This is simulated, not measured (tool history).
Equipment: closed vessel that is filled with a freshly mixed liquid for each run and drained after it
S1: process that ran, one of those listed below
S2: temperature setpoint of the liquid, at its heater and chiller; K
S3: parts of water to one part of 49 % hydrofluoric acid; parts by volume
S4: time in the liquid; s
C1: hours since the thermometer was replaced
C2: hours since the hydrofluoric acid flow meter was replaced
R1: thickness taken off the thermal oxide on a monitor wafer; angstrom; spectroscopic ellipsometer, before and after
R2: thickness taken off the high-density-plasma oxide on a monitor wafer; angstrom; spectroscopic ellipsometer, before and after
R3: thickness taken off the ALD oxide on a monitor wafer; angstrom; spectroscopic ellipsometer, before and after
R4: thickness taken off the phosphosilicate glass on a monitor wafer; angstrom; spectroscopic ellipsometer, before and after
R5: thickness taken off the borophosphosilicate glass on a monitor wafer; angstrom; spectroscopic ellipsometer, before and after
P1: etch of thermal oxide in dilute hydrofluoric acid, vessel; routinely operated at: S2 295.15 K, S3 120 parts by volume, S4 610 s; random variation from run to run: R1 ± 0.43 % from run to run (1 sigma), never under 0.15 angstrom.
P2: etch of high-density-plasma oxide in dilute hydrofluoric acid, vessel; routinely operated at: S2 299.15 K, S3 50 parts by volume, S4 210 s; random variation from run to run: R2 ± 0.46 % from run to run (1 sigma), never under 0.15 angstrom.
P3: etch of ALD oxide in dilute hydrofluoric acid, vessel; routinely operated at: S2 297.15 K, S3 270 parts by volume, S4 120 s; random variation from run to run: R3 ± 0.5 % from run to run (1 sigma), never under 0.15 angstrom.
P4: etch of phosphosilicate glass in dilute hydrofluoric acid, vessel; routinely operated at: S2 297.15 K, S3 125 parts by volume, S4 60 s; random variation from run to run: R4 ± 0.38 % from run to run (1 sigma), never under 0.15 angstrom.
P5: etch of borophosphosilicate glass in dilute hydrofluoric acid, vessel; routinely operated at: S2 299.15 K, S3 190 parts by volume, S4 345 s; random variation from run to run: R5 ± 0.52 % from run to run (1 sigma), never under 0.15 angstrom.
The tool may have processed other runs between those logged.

run	hour	S1	S2	S3	S4	C1	C2	R1	R2	R3	R4	R5
1	8	P1	295.15	120	610	2260.1	1177.4	208.49				
2	18.4	P2	299.15	50	30	2270.5	1187.8		79.783			
3	28.7	P2	299.15	85	210	2280.8	1198.1		311.62			
4	43.6	P1	300.15	120	965	2295.7	1213	403.32				
5	58.1	P3	305.15	270	120	2310.2	1227.5			62.053		
6	70.5	P1	295.15	120	940	2322.6	1239.9	322.93				
7	77.2	P1	295.15	120	610	2329.3	1246.6	208.24				
8	90.1	P1	295.15	120	610	2342.2	1259.5	210.02				
9	102.4	P4	297.15	125	60	2354.5	1271.8				345.03	
10	116.4	P1	290.15	120	610	2368.5	1285.8	171.88				
11	125.8	P3	297.15	270	120	2377.9	1295.2			46.933		
12	132.6	P1	295.15	35	610	2384.7	1302	795.61				
13	143	P1	295.15	120	610	2395.1	1312.4	211.44				
14	156.7	P5	299.15	190	625	2408.8	1326.1					960.26
15	171.1	P2	299.15	50	210	2423.2	1340.5		558.82			
16	179.1	P2	307.15	50	210	2431.2	1348.5		759.29			
17	188.7	P4	297.15	80	60	2440.8	1358.1				569.03	
18	196.3	P4	301.65	125	60	2448.4	1365.7				407.55	
19	211	P1	295.15	185	610	2463.1	1380.4	126.56				
20	217.6	P1	295.15	120	610	2469.7	1387	208.53				
21	230.5	P5	294.65	190	345	2482.6	1399.9					443.66
22	245.4	P5	299.15	190	345	2497.5	1414.8					525.62
23	256.4	P1	298.65	120	35	2508.5	1425.8	13.664				
24	266	P3	297.15	450	120	2518.1	1435.4			23.908		
25	279	P5	299.15	40	345	2531.1	1448.4					3008.8
26	291.6	P1	295.15	120	40	2543.7	1461	13.815				
27	300.4	P1	295.15	175	900	2552.5	1469.8	199.83				
28	308.1	P3	297.15	270	70	2560.2	1477.5			27.682		
29	318.7	P5	299.15	190	345	2570.8	1488.1					525.7
30	333.4	P4	297.15	125	100	2585.5	1502.8				572.51	
31	342.2	P1	303.15	120	610	2594.3	1511.6	285.18				
32	349.5	P1	295.15	120	610	2601.6	1518.9	208.38				
33	356.8	P1	295.15	120	610	2608.9	1526.2	213.44				
34	364.9	P1	295.15	120	610	2617	1534.3	217.51				
35	375.9	P1	295.15	120	610	2628	1545.3	220.05				
36	385.2	P1	295.15	120	610	2637.3	1554.6	222.48				
37	400	P1	295.15	120	610	2652.1	1569.4	222.92				
38	414.3	P1	295.15	120	610	2666.4	1583.7	224.48				
39	427.2	P1	295.15	120	610	2679.3	1596.6	223.76				
40	435.8	P1	295.15	120	610	2687.9	1605.2	226.06				
41	444.6	P1	295.15	120	610	2696.7	1614	224				

Compared with where it was, what P1 gives has crept away. Each cause listed below fits the log as well as the rest, at the size given for it:
A: liquid hotter than its thermometer reads (K) = 1.76
B: hydrofluoric acid flow above the setpoint (%) = 6.3
The creep began at about hour 349.5.

The list below offers 4 check runs, each averaging the results of 3 wafers, and shows each result as a question mark. For which of them would the listed causes give clearly different results?
check 1	453.4	P4	297.15	80	60						?	
check 2	453.4	P3	302.65	415	120					?		
check 3	453.4	P2	305.15	50	125				?			
check 4	453.4	P5	295.65	190	605							?

If the cause were each of the candidates in turn, the checks would give the following:
check	result	if A	if B
check 1	R4	611.53	609.62
check 2	R3	33.558	34.681
check 3	R2	449.78	449.03
check 4	R5	866.45	872.61
Separation of the two closest causes in each check, using whichever result separates them best: check 1 0.31 %; check 2 3.29 %; check 3 0.17 %; check 4 0.71 %
Only check 2 tells the causes apart: in the others they would give nearly the same result.

The results of check 2 are: R3 34.758 angstrom. Based on these, which of the listed causes is it?

The correct cause is B, namely: hydrofluoric acid flow above the setpoint (%).
